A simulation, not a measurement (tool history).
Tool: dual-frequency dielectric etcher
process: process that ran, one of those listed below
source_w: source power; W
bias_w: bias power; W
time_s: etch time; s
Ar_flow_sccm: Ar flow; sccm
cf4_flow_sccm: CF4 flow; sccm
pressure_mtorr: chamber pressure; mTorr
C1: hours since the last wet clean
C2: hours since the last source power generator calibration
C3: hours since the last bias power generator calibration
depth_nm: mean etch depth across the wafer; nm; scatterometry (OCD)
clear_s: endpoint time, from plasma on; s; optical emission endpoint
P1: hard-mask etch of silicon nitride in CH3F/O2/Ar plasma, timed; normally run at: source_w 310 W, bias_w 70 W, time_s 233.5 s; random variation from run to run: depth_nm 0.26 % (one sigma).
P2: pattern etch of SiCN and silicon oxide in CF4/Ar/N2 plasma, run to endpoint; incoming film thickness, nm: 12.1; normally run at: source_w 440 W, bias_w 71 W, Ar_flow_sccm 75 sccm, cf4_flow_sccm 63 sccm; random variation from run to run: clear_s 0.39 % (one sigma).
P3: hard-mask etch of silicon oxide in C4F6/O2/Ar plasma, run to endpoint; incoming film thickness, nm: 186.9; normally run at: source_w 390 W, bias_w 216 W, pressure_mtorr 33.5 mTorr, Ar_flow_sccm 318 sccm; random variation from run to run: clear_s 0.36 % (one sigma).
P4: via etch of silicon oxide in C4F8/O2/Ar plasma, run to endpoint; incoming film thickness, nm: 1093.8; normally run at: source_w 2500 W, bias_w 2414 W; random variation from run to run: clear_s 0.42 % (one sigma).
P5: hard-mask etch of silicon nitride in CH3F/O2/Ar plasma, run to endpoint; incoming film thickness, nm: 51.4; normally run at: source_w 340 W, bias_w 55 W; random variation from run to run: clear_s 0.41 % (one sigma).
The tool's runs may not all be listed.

{"run": 1, "hour": 9.2, "process": "P1", "source_w": 310, "bias_w": 70, "time_s": 233.5, "C1": 255.1, "C2": 1255.8, "C3": 2464.7, "depth_nm": 145.02}
{"run": 2, "hour": 20.0, "process": "P1", "source_w": 310, "bias_w": 70, "time_s": 315.5, "C1": 265.9, "C2": 1266.6, "C3": 2475.5, "depth_nm": 195.79}
{"run": 3, "hour": 25.7, "process": "P2", "source_w": 440, "bias_w": 71, "Ar_flow_sccm": 90, "cf4_flow_sccm": 63, "C1": 271.6, "C2": 1272.3, "C3": 2481.2, "clear_s": 14.205}
{"run": 4, "hour": 32.2, "process": "P4", "source_w": 2500, "bias_w": 2414, "C1": 278.1, "C2": 1278.8, "C3": 2487.7, "clear_s": 188.52}
{"run": 5, "hour": 44.5, "process": "P1", "source_w": 310, "bias_w": 43, "time_s": 233.5, "C1": 290.4, "C2": 1291.1, "C3": 2500.0, "depth_nm": 123.8}
{"hour": 54.7, "done": "wet clean of the chamber"}
{"run": 6, "hour": 56.3, "process": "P2", "source_w": 440, "bias_w": 90, "Ar_flow_sccm": 75, "cf4_flow_sccm": 63, "C1": 1.7, "C2": 1302.9, "C3": 2511.8, "clear_s": 12.717}
{"run": 7, "hour": 66.6, "process": "P3", "source_w": 390, "bias_w": 216, "Ar_flow_sccm": 318, "pressure_mtorr": 42.0, "C1": 12.0, "C2": 1313.2, "C3": 2522.1, "clear_s": 59.76}
{"run": 8, "hour": 74.8, "process": "P4", "source_w": 1930, "bias_w": 2414, "C1": 20.2, "C2": 1321.4, "C3": 2530.3, "clear_s": 207.01}
{"run": 9, "hour": 85.1, "process": "P2", "source_w": 440, "bias_w": 71, "Ar_flow_sccm": 75, "cf4_flow_sccm": 63, "C1": 30.5, "C2": 1331.7, "C3": 2540.6, "clear_s": 13.901}
{"run": 10, "hour": 97.3, "process": "P1", "source_w": 310, "bias_w": 47, "time_s": 320.5, "C1": 42.7, "C2": 1343.9, "C3": 2552.8, "depth_nm": 174.22}
{"run": 11, "hour": 110.1, "process": "P3", "source_w": 320, "bias_w": 216, "Ar_flow_sccm": 318, "pressure_mtorr": 33.5, "C1": 55.5, "C2": 1356.7, "C3": 2565.6, "clear_s": 62.527}
{"run": 12, "hour": 117.4, "process": "P1", "source_w": 310, "bias_w": 94, "time_s": 233.5, "C1": 62.8, "C2": 1364.0, "C3": 2572.9, "depth_nm": 160.47}
{"run": 13, "hour": 129.9, "process": "P1", "source_w": 310, "bias_w": 70, "time_s": 233.5, "C1": 75.3, "C2": 1376.5, "C3": 2585.4, "depth_nm": 144.92}
{"run": 14, "hour": 139.0, "process": "P3", "source_w": 390, "bias_w": 216, "Ar_flow_sccm": 318, "pressure_mtorr": 33.5, "C1": 84.4, "C2": 1385.6, "C3": 2594.5, "clear_s": 58.182}
{"run": 15, "hour": 148.3, "process": "P4", "source_w": 2500, "bias_w": 2414, "C1": 93.7, "C2": 1394.9, "C3": 2603.8, "clear_s": 189.38}
{"run": 16, "hour": 160.7, "process": "P3", "source_w": 390, "bias_w": 297, "Ar_flow_sccm": 318, "pressure_mtorr": 33.5, "C1": 106.1, "C2": 1407.3, "C3": 2616.2, "clear_s": 51.969}
{"run": 17, "hour": 167.2, "process": "P2", "source_w": 440, "bias_w": 71, "Ar_flow_sccm": 75, "cf4_flow_sccm": 43, "C1": 112.6, "C2": 1413.8, "C3": 2622.7, "clear_s": 14.58}
{"run": 18, "hour": 178.6, "process": "P1", "source_w": 200, "bias_w": 58, "time_s": 233.5, "C1": 124.0, "C2": 1425.2, "C3": 2634.1, "depth_nm": 114.76}
{"run": 19, "hour": 191.4, "process": "P3", "source_w": 390, "bias_w": 216, "Ar_flow_sccm": 318, "pressure_mtorr": 33.5, "C1": 136.8, "C2": 1438.0, "C3": 2646.9, "clear_s": 57.718}
{"run": 20, "hour": 198.3, "process": "P1", "source_w": 310, "bias_w": 70, "time_s": 233.5, "C1": 143.7, "C2": 1444.9, "C3": 2653.8, "depth_nm": 144.59}
{"run": 21, "hour": 208.1, "process": "P1", "source_w": 310, "bias_w": 70, "time_s": 233.5, "C1": 153.5, "C2": 1454.7, "C3": 2663.6, "depth_nm": 145.09}
{"run": 22, "hour": 214.5, "process": "P1", "source_w": 310, "bias_w": 70, "time_s": 153.5, "C1": 159.9, "C2": 1461.1, "C3": 2670.0, "depth_nm": 95.047}
{"run": 23, "hour": 223.1, "process": "P5", "source_w": 340, "bias_w": 55, "C1": 168.5, "C2": 1469.7, "C3": 2678.6, "clear_s": 87.026}
{"run": 24, "hour": 233.7, "process": "P1", "source_w": 440, "bias_w": 70, "time_s": 233.5, "C1": 179.1, "C2": 1480.3, "C3": 2689.2, "depth_nm": 165.9}
{"run": 25, "hour": 243.2, "process": "P4", "source_w": 2500, "bias_w": 2868, "C1": 188.6, "C2": 1489.8, "C3": 2698.7, "clear_s": 180.79}
{"run": 26, "hour": 249.1, "process": "P5", "source_w": 340, "bias_w": 70, "C1": 194.5, "C2": 1495.7, "C3": 2704.6, "clear_s": 80.385}

Forecast run 27:
{"run": 27, "hour": 254.9, "process": "P2", "source_w": 440, "bias_w": 71, "Ar_flow_sccm": 75, "cf4_flow_sccm": 63, "C1": 200.3, "C2": 1501.5, "C3": 2710.4, "clear_s": "?"}

clear_s: 13.734 s
